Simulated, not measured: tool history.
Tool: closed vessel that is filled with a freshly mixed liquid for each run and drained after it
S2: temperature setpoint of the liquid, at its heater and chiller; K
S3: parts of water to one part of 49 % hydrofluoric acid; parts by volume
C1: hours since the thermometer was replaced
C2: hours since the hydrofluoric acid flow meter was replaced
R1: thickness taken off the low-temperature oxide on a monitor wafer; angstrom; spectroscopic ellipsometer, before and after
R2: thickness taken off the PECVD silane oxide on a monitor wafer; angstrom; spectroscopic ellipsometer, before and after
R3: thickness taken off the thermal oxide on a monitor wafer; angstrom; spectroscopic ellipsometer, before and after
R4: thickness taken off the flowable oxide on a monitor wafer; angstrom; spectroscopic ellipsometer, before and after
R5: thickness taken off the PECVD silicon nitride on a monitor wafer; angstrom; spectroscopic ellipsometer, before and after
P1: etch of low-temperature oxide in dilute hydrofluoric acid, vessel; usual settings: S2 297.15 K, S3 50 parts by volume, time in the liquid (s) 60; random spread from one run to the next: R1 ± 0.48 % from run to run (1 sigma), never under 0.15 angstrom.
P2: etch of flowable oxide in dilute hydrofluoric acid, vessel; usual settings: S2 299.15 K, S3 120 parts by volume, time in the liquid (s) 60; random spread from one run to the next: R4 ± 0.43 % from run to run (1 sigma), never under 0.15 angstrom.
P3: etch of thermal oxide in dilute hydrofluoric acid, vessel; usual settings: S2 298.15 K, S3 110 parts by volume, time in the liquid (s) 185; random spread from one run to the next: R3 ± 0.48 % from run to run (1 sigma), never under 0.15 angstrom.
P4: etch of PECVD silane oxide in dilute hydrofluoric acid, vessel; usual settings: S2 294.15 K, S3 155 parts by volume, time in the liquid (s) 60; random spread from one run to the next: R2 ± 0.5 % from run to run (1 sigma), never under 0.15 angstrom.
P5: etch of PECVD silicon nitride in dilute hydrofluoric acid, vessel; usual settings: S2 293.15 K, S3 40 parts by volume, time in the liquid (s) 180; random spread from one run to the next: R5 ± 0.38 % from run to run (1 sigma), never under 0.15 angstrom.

run 1 hour=7.4 | process_that_ran=P1 S2=297.15 S3=50 time_in_the_liquid_(s)=60 | C1=773.9 C2=1005.4 | R1=237.62
run 2 hour=15.9 | process_that_ran=P1 S2=297.15 S3=50 time_in_the_liquid_(s)=60 | C1=782.4 C2=1013.9 | R1=241.08
run 3 hour=22.7 | process_that_ran=P4 S2=298.15 S3=155 time_in_the_liquid_(s)=60 | C1=789.2 C2=1020.7 | R2=157.840
run 4 hour=29.4 | process_that_ran=P3 S2=298.15 S3=170 time_in_the_liquid_(s)=185 | C1=795.9 C2=1027.4 | R3=49.027
run 5 hour=37.7 | process_that_ran=P2 S2=299.15 S3=120 time_in_the_liquid_(s)=30 | C1=804.2 C2=1035.7 | R4=102.67
run 6 hour=48.2 | process_that_ran=P2 S2=299.15 S3=120 time_in_the_liquid_(s)=60 | C1=814.7 C2=1046.2 | R4=203.76
run 7 hour=53.5 | process_that_ran=P1 S2=297.15 S3=30 time_in_the_liquid_(s)=60 | C1=820.0 C2=1051.5 | R1=406.75
run 8 hour=59.2 | process_that_ran=P5 S2=301.65 S3=40 time_in_the_liquid_(s)=180 | C1=825.7 C2=1057.2 | R5=130.420
run 9 hour=64.3 | process_that_ran=P1 S2=297.15 S3=50 time_in_the_liquid_(s)=60 | C1=830.8 C2=1062.3 | R1=238.69
run 10 hour=75.4 | process_that_ran=P5 S2=293.15 S3=40 time_in_the_liquid_(s)=180 | C1=841.9 C2=1073.4 | R5=72.937
run 11 hour=83.5 | process_that_ran=P3 S2=298.15 S3=110 time_in_the_liquid_(s)=185 | C1=850.0 C2=1081.5 | R3=80.097
run 12 hour=93.2 | process_that_ran=P1 S2=297.15 S3=50 time_in_the_liquid_(s)=60 | C1=859.7 C2=1091.2 | R1=239.48
run 13 hour=102.1 | process_that_ran=P1 S2=297.15 S3=50 time_in_the_liquid_(s)=60 | C1=868.6 C2=1100.1 | R1=239.29
run 14 hour=110.5 | process_that_ran=P1 S2=297.15 S3=50 time_in_the_liquid_(s)=30 | C1=877.0 C2=1108.5 | R1=119.86
run 15 hour=122.0 | process_that_ran=P4 S2=294.15 S3=155 time_in_the_liquid_(s)=60 | C1=888.5 C2=1120.0 | R2=134.010
run 16 hour=131.1 | process_that_ran=P1 S2=301.15 S3=50 time_in_the_liquid_(s)=60 | C1=897.6 C2=1129.1 | R1=282.09
run 17 hour=140.5 | process_that_ran=P4 S2=294.15 S3=250 time_in_the_liquid_(s)=60 | C1=907.0 C2=1138.5 | R2=77.191
run 18 hour=151.0 | process_that_ran=P5 S2=293.15 S3=20 time_in_the_liquid_(s)=180 | C1=917.5 C2=1149.0 | R5=143.000
run 19 hour=161.3 | process_that_ran=P1 S2=290.15 S3=50 time_in_the_liquid_(s)=60 | C1=927.8 C2=1159.3 | R1=179.06
run 20 hour=169.0 | process_that_ran=P1 S2=297.15 S3=70 time_in_the_liquid_(s)=95 | C1=935.5 C2=1167.0 | R1=262.72
run 21 hour=177.3 | process_that_ran=P2 S2=291.65 S3=120 time_in_the_liquid_(s)=60 | C1=943.8 C2=1175.3 | R4=151.35
run 22 hour=188.7 | process_that_ran=P4 S2=294.15 S3=155 time_in_the_liquid_(s)=30 | C1=955.2 C2=1186.7 | R2=68.070
run 23 hour=194.3 | process_that_ran=P3 S2=298.15 S3=110 time_in_the_liquid_(s)=55 | C1=960.8 C2=1192.3 | R3=24.135
run 24 hour=200.1 | process_that_ran=P3 S2=293.15 S3=110 time_in_the_liquid_(s)=185 | C1=966.6 C2=1198.1 | R3=66.606
run 25 hour=207.7 | process_that_ran=P1 S2=297.15 S3=50 time_in_the_liquid_(s)=105 | C1=974.2 C2=1205.7 | R1=417.52
run 26 hour=219.4 | process_that_ran=P1 S2=297.15 S3=50 time_in_the_liquid_(s)=60 | C1=985.9 C2=1217.4 | R1=238.30
run 27 hour=229.8 | process_that_ran=P1 S2=297.15 S3=75 time_in_the_liquid_(s)=60 | C1=996.3 C2=1227.8 | R1=153.90

Estimate the outcome of run 28 from the log above:
run 28 hour=236.4 | process_that_ran=P5 S2=293.15 S3=40 time_in_the_liquid_(s)=50 | C1=1002.9 C2=1234.4 | R5=?

Logged for run 28: R5 20.189 angstrom.
